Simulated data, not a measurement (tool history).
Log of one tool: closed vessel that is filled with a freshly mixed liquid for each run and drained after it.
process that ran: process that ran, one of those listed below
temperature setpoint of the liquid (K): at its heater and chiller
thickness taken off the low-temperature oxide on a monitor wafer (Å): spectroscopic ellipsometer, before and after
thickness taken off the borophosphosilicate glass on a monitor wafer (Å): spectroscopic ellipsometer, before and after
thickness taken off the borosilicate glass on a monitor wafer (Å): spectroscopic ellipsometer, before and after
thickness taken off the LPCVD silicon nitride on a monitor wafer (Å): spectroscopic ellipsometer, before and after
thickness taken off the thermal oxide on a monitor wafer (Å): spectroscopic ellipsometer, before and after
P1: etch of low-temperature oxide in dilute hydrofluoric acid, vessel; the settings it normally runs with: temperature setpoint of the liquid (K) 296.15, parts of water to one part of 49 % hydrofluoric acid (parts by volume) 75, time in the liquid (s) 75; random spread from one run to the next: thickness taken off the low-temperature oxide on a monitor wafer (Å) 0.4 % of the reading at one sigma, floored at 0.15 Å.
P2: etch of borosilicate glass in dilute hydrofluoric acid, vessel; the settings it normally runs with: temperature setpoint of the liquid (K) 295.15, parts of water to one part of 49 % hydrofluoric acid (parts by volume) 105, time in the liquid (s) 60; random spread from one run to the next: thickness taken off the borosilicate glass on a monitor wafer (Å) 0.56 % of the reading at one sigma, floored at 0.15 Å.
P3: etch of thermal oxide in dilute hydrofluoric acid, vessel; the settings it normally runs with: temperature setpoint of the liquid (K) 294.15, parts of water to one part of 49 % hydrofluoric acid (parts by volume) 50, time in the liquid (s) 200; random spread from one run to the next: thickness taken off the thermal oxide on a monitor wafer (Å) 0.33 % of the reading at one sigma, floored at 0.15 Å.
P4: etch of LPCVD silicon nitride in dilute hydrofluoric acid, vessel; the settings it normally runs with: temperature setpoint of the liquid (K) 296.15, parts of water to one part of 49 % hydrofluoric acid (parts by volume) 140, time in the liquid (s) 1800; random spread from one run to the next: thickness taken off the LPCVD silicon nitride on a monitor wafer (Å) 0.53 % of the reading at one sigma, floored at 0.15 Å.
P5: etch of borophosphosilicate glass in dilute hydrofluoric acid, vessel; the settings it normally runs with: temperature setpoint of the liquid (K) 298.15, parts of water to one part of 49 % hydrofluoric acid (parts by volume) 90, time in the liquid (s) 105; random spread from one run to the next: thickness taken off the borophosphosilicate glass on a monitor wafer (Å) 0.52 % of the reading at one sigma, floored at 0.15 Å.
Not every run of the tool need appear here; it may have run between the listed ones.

| run | hour | process that ran | temperature setpoint of the liquid (K) | parts of water to one part of 49 % hydrofluoric acid (parts by volume) | time in the liquid (s) | thickness taken off the low-temperature oxide on a monitor wafer (Å) | thickness taken off the borophosphosilicate glass on a monitor wafer (Å) | thickness taken off the borosilicate glass on a monitor wafer (Å) | thickness taken off the LPCVD silicon nitride on a monitor wafer (Å) | thickness taken off the thermal oxide on a monitor wafer (Å) |
|---|---|---|---|---|---|---|---|---|---|---|
| 1 | 8.3 | P1 | 296.15 | 75 | 75 | 230.17 |  |  |  |  |
| 2 | 22.5 | P1 | 296.15 | 75 | 75 | 230.92 |  |  |  |  |
| 3 | 36.3 | P5 | 290.65 | 90 | 105 |  | 303.61 |  |  |  |
| 4 | 47.6 | P2 | 295.15 | 105 | 60 |  |  | 215.62 |  |  |
| 5 | 56.2 | P2 | 295.15 | 105 | 60 |  |  | 215.11 |  |  |
| 6 | 72.2 | P2 | 295.15 | 60 | 60 |  |  | 403.54 |  |  |
| 7 | 86.2 | P1 | 296.15 | 20 | 75 | 922.67 |  |  |  |  |
| 8 | 102.3 | P4 | 296.15 | 140 | 660 |  |  |  | 21.295 |  |
| 9 | 117.7 | P4 | 296.15 | 140 | 1800 |  |  |  | 58.548 |  |
| 10 | 128.5 | P2 | 295.15 | 105 | 30 |  |  | 107.86 |  |  |
| 11 | 141.9 | P3 | 298.15 | 50 | 200 |  |  |  |  | 211.8 |
| 12 | 153.7 | P3 | 294.15 | 25 | 200 |  |  |  |  | 369.83 |
| 13 | 165 | P3 | 294.15 | 50 | 340 |  |  |  |  | 304.05 |
| 14 | 172.9 | P5 | 298.15 | 90 | 180 |  | 714.61 |  |  |  |
| 15 | 188.8 | P2 | 303.15 | 105 | 60 |  |  | 297.12 |  |  |
| 16 | 196.7 | P4 | 296.15 | 250 | 1800 |  |  |  | 32.975 |  |
| 17 | 206.3 | P5 | 298.15 | 25 | 105 |  | 1633.6 |  |  |  |
| 18 | 222.1 | P3 | 294.15 | 50 | 200 |  |  |  |  | 178.85 |
| 19 | 233.7 | P1 | 300.15 | 75 | 75 | 269.21 |  |  |  |  |
| 20 | 244.8 | P1 | 300.15 | 115 | 75 | 166.26 |  |  |  |  |
| 21 | 258.2 | P1 | 296.15 | 125 | 75 | 129.67 |  |  |  |  |
| 22 | 273.6 | P1 | 296.15 | 75 | 75 | 228.56 |  |  |  |  |
| 23 | 283 | P4 | 290.65 | 140 | 1800 |  |  |  | 39.94 |  |
| 24 | 293.3 | P1 | 296.15 | 75 | 75 | 230.98 |  |  |  |  |
| 25 | 309.1 | P1 | 296.15 | 75 | 30 | 91.96 |  |  |  |  |
| 26 | 319 | P1 | 290.65 | 75 | 75 | 180.77 |  |  |  |  |
| 27 | 332.3 | P1 | 296.15 | 75 | 125 | 380.65 |  |  |  |  |
| 28 | 343.4 | P5 | 298.15 | 90 | 105 |  | 417.62 |  |  |  |
| 29 | 353 | P5 | 298.15 | 90 | 105 |  | 419.27 |  |  |  |
| 30 | 361.6 | P1 | 296.15 | 75 | 75 | 228.52 |  |  |  |  |
| 31 | 369.2 | P1 | 296.15 | 75 | 75 | 230.55 |  |  |  |  |
| 32 | 381 | P1 | 296.15 | 75 | 75 | 235.46 |  |  |  |  |
| 33 | 395.2 | P1 | 296.15 | 75 | 75 | 241.03 |  |  |  |  |
| 34 | 411 | P1 | 296.15 | 75 | 75 | 245.26 |  |  |  |  |
| 35 | 425.4 | P1 | 296.15 | 75 | 75 | 247.04 |  |  |  |  |
| 36 | 434.1 | P1 | 296.15 | 75 | 75 | 249.27 |  |  |  |  |
| 37 | 445.5 | P1 | 296.15 | 75 | 75 | 251.7 |  |  |  |  |
| 38 | 461.1 | P1 | 296.15 | 75 | 75 | 251.52 |  |  |  |  |
| 39 | 476.5 | P1 | 296.15 | 75 | 75 | 253.32 |  |  |  |  |
| 40 | 491 | P1 | 296.15 | 75 | 75 | 251.38 |  |  |  |  |
| 41 | 499 | P1 | 296.15 | 75 | 75 | 249.93 |  |  |  |  |
| 42 | 508.4 | P1 | 296.15 | 75 | 75 | 254.24 |  |  |  |  |

Compared with where it was, what P1 gives has crept away. Each cause listed below fits the log as well as the rest, at the size given for it:
A: liquid hotter than its thermometer reads (K) = 2.4
B: hydrofluoric acid flow above the setpoint (%) = 9.24
The drift started at roughly hour 369.2.

Consider the 4 single-wafer check runs listed below, results given as question marks: which one distinguishes between the causes by giving clearly different results for each?
| check 1 | 517.8 | P3 | 294.15 | 50 | 200 |  |  |  |  | ? |
| check 2 | 517.8 | P2 | 295.15 | 105 | 60 |  |  | ? |  |  |
| check 3 | 517.8 | P5 | 298.15 | 90 | 105 |  | ? |  |  |  |
| check 4 | 517.8 | P4 | 296.15 | 140 | 1800 |  |  |  | ? |  |

Check results expected under each cause:
| check | result | if A | if B |
|---|---|---|---|
| check 1 | thickness taken off the thermal oxide on a monitor wafer (Å) | 198.38 | 197.08 |
| check 2 | thickness taken off the borosilicate glass on a monitor wafer (Å) | 239.19 | 239.98 |
| check 3 | thickness taken off the borophosphosilicate glass on a monitor wafer (Å) | 458.22 | 460.15 |
| check 4 | thickness taken off the LPCVD silicon nitride on a monitor wafer (Å) | 67.864 | 63.393 |
Gap, in per cent, between the two causes that each check separates least, read from the result that separates them most: check 1 0.66 %; check 2 0.33 %; check 3 0.42 %; check 4 6.81 %
The other checks would show nearly matching results whichever cause is true, so check 4 is the only one that separates the causes.

The results of check 4 are: thickness taken off the LPCVD silicon nitride on a monitor wafer (Å) 67.801. Based on these, which of the listed causes is it?

The correct cause is A, namely: liquid hotter than its thermometer reads (K).
